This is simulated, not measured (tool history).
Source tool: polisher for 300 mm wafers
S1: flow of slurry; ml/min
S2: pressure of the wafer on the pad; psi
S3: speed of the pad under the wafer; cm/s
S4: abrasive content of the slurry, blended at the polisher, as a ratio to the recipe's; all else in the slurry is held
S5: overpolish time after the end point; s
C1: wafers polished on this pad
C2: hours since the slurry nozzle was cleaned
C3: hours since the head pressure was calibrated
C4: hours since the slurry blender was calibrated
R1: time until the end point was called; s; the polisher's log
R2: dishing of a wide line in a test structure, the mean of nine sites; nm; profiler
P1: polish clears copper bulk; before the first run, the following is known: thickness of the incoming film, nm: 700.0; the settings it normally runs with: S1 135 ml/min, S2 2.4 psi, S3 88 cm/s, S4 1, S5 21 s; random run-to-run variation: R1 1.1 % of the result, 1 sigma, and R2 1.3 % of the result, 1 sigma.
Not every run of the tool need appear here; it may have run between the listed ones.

run,hour,S1,S2,S3,S4,S5,C1,C2,C3,C4,R1,R2
1,2.3,135,2.4,88,1,21,374,494.9,498.1,87.2,101.53,60.126
2,5.5,135,2.4,88,1,35,404,498.1,501.3,90.4,104.39,68.059
3,10,135,2.4,88,1.4,21,445,502.6,505.8,94.9,93.548,60.077
4,13.4,135,3,88,1,21,477,506,509.2,98.3,79.919,65.337
5,17.2,135,2.4,62,1,21,512,509.8,513,102.1,144.27,49.192
6,20.2,135,2.4,88,1,21,540,512.8,516,105.1,100.49,58.21
7,24.9,135,2.4,88,1,21,583,517.5,520.7,109.8,102.18,58.598
8,27.9,135,2.4,88,0.7,21,611,520.5,523.7,112.8,109.58,56.441
9,30.3,180,2.4,88,1,21,633,522.9,526.1,115.2,95.235,58.758
10,33.7,80,2.4,88,1,21,664,526.3,529.5,118.6,115.68,55.929
11,36.6,135,2.4,88,1,21,691,529.2,532.4,121.5,99.575,59.615
12,38.8,135,2.4,88,1,21,712,531.4,534.6,123.7,98.618,59.433
13,41.4,135,2.4,118,1,21,736,534,537.2,126.3,75.231,64.914
14,45.1,135,1.3,88,1,21,770,537.7,540.9,130,185.52,40.445
15,47.4,135,2.4,88,1,21,791,540,543.2,132.3,98.683,58.961
# hour 47.8: slurry blender recalibrated
16,51.7,100,2.4,48,1,21,831,544.3,547.5,3.9,200.41,41.363
17,55.5,135,2.4,88,1,6,866,548.1,551.3,7.7,101.98,27.202
18,58.8,135,2.4,88,1,21,897,551.4,554.6,11,101.41,58.138

Forecast run 19:
19,62,135,2.4,88,1,21,926,554.6,557.8,14.2,?,?

Run 19 came out at R1 105.21 s, R2 59.765 nm.
